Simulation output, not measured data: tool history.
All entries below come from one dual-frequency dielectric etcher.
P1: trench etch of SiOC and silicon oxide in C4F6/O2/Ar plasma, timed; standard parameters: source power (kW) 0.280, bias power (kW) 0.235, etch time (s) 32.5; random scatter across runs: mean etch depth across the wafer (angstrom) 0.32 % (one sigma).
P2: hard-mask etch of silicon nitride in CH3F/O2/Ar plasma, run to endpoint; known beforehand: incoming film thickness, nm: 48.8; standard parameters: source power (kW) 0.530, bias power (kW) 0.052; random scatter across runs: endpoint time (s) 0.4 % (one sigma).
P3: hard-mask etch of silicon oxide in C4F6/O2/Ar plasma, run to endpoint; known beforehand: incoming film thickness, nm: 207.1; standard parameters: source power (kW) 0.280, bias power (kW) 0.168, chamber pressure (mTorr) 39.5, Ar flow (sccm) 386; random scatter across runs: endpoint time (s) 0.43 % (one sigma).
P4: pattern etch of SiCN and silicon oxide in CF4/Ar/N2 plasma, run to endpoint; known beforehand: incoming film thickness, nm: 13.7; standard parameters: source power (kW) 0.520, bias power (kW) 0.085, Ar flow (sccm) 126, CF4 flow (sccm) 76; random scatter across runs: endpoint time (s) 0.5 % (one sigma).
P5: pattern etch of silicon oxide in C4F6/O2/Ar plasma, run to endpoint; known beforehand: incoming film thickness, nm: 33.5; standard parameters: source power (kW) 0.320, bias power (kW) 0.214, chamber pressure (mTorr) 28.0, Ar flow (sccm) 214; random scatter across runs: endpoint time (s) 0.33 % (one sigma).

run,hour,process that ran,source power (kW),bias power (kW),etch time (s),chamber pressure (mTorr),Ar flow (sccm),CF4 flow (sccm),hours since the last wet clean,hours since the last source power generator calibration,hours since the last bias power generator calibration,mean etch depth across the wafer (angstrom),endpoint time (s)
1,2.8,P1,0.280,0.235,32.5,,,,234.5,2151.2,790.0,608.83,
2,8.5,P1,0.340,0.235,47.0,,,,240.2,2156.9,795.7,954.44,
3,13.4,P1,0.280,0.181,32.5,,,,245.1,2161.8,800.6,563.90,
4,16.7,P3,0.280,0.168,,39.5,386,,248.4,2165.1,803.9,,80.6610
5,21.3,P1,0.280,0.235,32.5,,,,253.0,2169.7,808.5,614.00,
6,27.6,P4,0.520,0.085,,,126,49,259.3,2176.0,814.8,,14.5860
7,30.9,P2,0.630,0.052,,,,,262.6,2179.3,818.1,,67.9060
8,34.9,P5,0.320,0.214,,28.0,214,,266.6,2183.3,822.1,,10.5530
9,38.4,P1,0.280,0.317,32.5,,,,270.1,2186.8,825.6,681.15,
10,43.6,P1,0.280,0.235,18.5,,,,275.3,2192.0,830.8,348.53,
11,47.2,P1,0.280,0.235,32.5,,,,278.9,2195.6,834.4,613.74,
12,51.7,P1,0.280,0.235,32.5,,,,283.4,2200.1,838.9,614.84,
13,57.5,P1,0.190,0.235,21.0,,,,289.2,2205.9,844.7,341.14,
14,63.8,P1,0.280,0.235,32.5,,,,295.5,2212.2,851.0,614.91,
15,68.6,P3,0.280,0.168,,55.5,386,,300.3,2217.0,855.8,,84.1440
16,73.7,P5,0.320,0.282,,28.0,214,,305.4,2222.1,860.9,,9.6460
17,79.0,P2,0.530,0.031,,,,,310.7,2227.4,866.2,,84.3390
18,84.9,P2,0.530,0.052,,,,,316.6,2233.3,872.1,,72.6230
19,89.9,P3,0.210,0.168,,39.5,386,,321.6,2238.3,877.1,,89.7590
20,93.9,P5,0.320,0.214,,28.0,130,,325.6,2242.3,881.1,,9.9489
21,99.1,P5,0.320,0.214,,37.0,214,,330.8,2247.5,886.3,,10.9990
22,104.2,P4,0.520,0.085,,,95,76,335.9,2252.6,891.4,,13.0270
23,108.2,P3,0.280,0.131,,39.5,386,,339.9,2256.6,895.4,,86.6560
24,113.1,P3,0.280,0.168,,39.5,280,,344.8,2261.5,900.3,,77.3460
25,116.3,P4,0.300,0.085,,,126,76,348.0,2264.7,903.5,,22.1450
26,120.4,P5,0.190,0.214,,28.0,214,,352.1,2268.8,907.6,,12.9540
27,125.5,P2,0.530,0.052,,,,,357.2,2273.9,912.7,,72.6110
28,130.9,P1,0.280,0.235,43.0,,,,362.6,2279.3,918.1,811.22,
29,134.5,P4,0.520,0.085,,,126,76,366.2,2282.9,921.7,,13.6080
30,140.4,P1,0.220,0.235,32.5,,,,372.1,2288.8,927.6,559.41,
31,146.1,P1,0.280,0.235,32.5,,,,377.8,2294.5,933.3,612.87,
32,150.6,P4,0.520,0.106,,,126,76,382.3,2299.0,937.8,,12.5550
33,155.2,P1,0.390,0.235,32.5,,,,386.9,2303.6,942.4,696.45,
34,161.5,P1,0.280,0.235,32.5,,,,393.2,2309.9,948.7,614.20,
35,165.4,P1,0.280,0.235,32.5,,,,397.1,2313.8,952.6,611.21,
36,170.6,P1,0.280,0.235,32.5,,,,402.3,2319.0,957.8,605.75,
37,173.5,P1,0.280,0.235,32.5,,,,405.2,2321.9,960.7,605.39,
38,177.4,P1,0.280,0.235,32.5,,,,409.1,2325.8,964.6,604.46,
39,180.4,P1,0.280,0.235,32.5,,,,412.1,2328.8,967.6,603.10,
# hour 184.0: wet clean of the chamber
40,184.8,P1,0.280,0.235,32.5,,,,0.8,2333.2,972.0,603.93,
41,187.9,P1,0.280,0.235,32.5,,,,3.9,2336.3,975.1,607.23,
42,191.5,P1,0.280,0.235,32.5,,,,7.5,2339.9,978.7,604.97,
43,196.3,P1,0.280,0.235,32.5,,,,12.3,2344.7,983.5,604.17,

Something has made what P1 gives creep away from where it was; the 2 causes below, each at its own stated size, fit the log equally well:
A: source power that arrives under what is set, % = 4.07
B: bias power that arrives under what is set, % = 4.54
Creep in the process output first set in at about hour 161.5.
Excluded causes, each with its reason:
chamber walls in a state that lowers the etch rate, %: work on it at hour 184.0, done after the drift set in, did not restore what the process gave before

Which of the 4 check runs listed below, each an average over 5 wafers with its results shown as question marks, gives clearly different results under the different listed causes?
check 1,201.1,P3,0.280,0.168,,39.5,386,,,,,,?
check 2,201.1,P4,0.520,0.085,,,126,76,,,,,?
check 3,201.1,P5,0.320,0.214,,28.0,214,,,,,,?
check 4,201.1,P2,0.530,0.052,,,,,,,,,?

If the cause were each of the candidates in turn, the checks would give the following:
check,result,if A,if B
check 1,endpoint time (s),81.9100,81.8000
check 2,endpoint time (s),14.1010,13.8200
check 3,endpoint time (s),10.7510,10.7450
check 4,endpoint time (s),73.9800,73.8300
Per check, the gap between the least separated pair of causes, taken in the result that splits them most: check 1 0.13 %; check 2 2.01 %; check 3 0.06 %; check 4 0.2 %
The other checks would show nearly matching results whichever cause is true, so check 2 is the only one that separates the causes.

The results of check 2 are: endpoint time (s) 13.8080. Based on these, which of the listed causes is it?

Of the candidate causes, it is B: bias power that arrives under what is set, %.
